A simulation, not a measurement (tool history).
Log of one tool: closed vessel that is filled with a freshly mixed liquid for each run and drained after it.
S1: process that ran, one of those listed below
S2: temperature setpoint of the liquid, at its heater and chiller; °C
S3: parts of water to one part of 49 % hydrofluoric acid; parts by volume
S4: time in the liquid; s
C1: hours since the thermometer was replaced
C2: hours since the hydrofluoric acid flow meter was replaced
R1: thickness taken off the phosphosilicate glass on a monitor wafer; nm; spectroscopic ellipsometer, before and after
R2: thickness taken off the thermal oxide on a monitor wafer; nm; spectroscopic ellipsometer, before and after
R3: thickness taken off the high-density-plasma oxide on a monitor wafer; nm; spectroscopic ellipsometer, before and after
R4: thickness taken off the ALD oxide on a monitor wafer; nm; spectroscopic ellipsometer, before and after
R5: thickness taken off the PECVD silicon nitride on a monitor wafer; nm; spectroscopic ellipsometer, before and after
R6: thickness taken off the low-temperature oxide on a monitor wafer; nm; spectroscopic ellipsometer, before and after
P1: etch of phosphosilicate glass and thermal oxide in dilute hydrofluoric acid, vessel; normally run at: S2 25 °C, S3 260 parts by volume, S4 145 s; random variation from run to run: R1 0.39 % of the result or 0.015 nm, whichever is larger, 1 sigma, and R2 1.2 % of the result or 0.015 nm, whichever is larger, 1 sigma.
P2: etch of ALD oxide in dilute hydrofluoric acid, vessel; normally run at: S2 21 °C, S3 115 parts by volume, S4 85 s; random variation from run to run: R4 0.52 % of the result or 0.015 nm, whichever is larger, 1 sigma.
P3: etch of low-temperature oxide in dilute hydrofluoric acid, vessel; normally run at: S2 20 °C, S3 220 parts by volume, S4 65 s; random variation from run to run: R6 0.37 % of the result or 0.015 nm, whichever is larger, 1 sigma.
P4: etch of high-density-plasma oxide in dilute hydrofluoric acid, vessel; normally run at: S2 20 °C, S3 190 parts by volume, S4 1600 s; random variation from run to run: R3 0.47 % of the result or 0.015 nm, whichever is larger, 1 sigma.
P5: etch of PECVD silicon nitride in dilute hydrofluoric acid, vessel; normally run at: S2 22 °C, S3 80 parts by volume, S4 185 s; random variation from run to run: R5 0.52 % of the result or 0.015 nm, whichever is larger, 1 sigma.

run 1 hour=11.5 | S1=P1 S2=25 S3=260 S4=145 | C1=1558.8 C2=248.7 | R1=45.775 R2=2.3111
run 2 hour=19.6 | S1=P1 S2=25 S3=260 S4=270 | C1=1566.9 C2=256.8 | R1=85.633 R2=4.1472
-- hour=30.3 thermometer replaced
run 3 hour=31.1 | S1=P1 S2=25 S3=260 S4=145 | C1=0.9 C2=268.3 | R1=45.756 R2=2.3034
run 4 hour=40.8 | S1=P1 S2=25 S3=260 S4=145 | C1=10.6 C2=278 | R1=45.962 R2=2.2463
run 5 hour=49.1 | S1=P1 S2=25 S3=260 S4=145 | C1=18.9 C2=286.3 | R1=46.132 R2=2.2834
run 6 hour=58 | S1=P1 S2=25 S3=90 S4=145 | C1=27.8 C2=295.2 | R1=161.5 R2=7.9552
run 7 hour=67.7 | S1=P1 S2=25 S3=260 S4=145 | C1=37.5 C2=304.9 | R1=45.984 R2=2.2877
run 8 hour=74.4 | S1=P4 S2=20 S3=190 S4=1600 | C1=44.2 C2=311.6 | R3=38.692
run 9 hour=84.9 | S1=P1 S2=25 S3=165 S4=250 | C1=54.7 C2=322.1 | R1=137.86 R2=6.8198
run 10 hour=91.6 | S1=P2 S2=21 S3=115 S4=85 | C1=61.4 C2=328.8 | R4=7.2901
run 11 hour=97.9 | S1=P2 S2=21 S3=25 S4=85 | C1=67.7 C2=335.1 | R4=37.497
run 12 hour=104.4 | S1=P5 S2=27.5 S3=80 S4=185 | C1=74.2 C2=341.6 | R5=6.0076
run 13 hour=115 | S1=P3 S2=20 S3=220 S4=65 | C1=84.8 C2=352.2 | R6=6.113
run 14 hour=124.9 | S1=P3 S2=20 S3=325 S4=65 | C1=94.7 C2=362.1 | R6=3.7602
run 15 hour=133.2 | S1=P4 S2=20 S3=190 S4=2510 | C1=103 C2=370.4 | R3=60.59
run 16 hour=140.7 | S1=P2 S2=21 S3=115 S4=170 | C1=110.5 C2=377.9 | R4=14.794
run 17 hour=151.2 | S1=P5 S2=22 S3=80 S4=280 | C1=121 C2=388.4 | R5=6.29
run 18 hour=159.8 | S1=P2 S2=21 S3=115 S4=85 | C1=129.6 C2=397 | R4=7.3866
run 19 hour=167.4 | S1=P4 S2=25 S3=190 S4=1600 | C1=137.2 C2=404.6 | R3=46.49
run 20 hour=176.1 | S1=P5 S2=22 S3=80 S4=185 | C1=145.9 C2=413.3 | R5=4.2286
run 21 hour=182 | S1=P5 S2=22 S3=80 S4=185 | C1=151.8 C2=419.2 | R5=4.1844
run 22 hour=192.5 | S1=P1 S2=25 S3=260 S4=145 | C1=162.3 C2=429.7 | R1=46.156 R2=2.277
run 23 hour=199.2 | S1=P2 S2=17 S3=115 S4=85 | C1=169 C2=436.4 | R4=6.2047
run 24 hour=204.8 | S1=P5 S2=22 S3=120 S4=185 | C1=174.6 C2=442 | R5=2.8312

Forecast run 25:
run 25 hour=212.7 | S1=P3 S2=20 S3=220 S4=125 | C1=182.5 C2=449.9 | R6=?

{"run 25": {"R6": 11.694}}
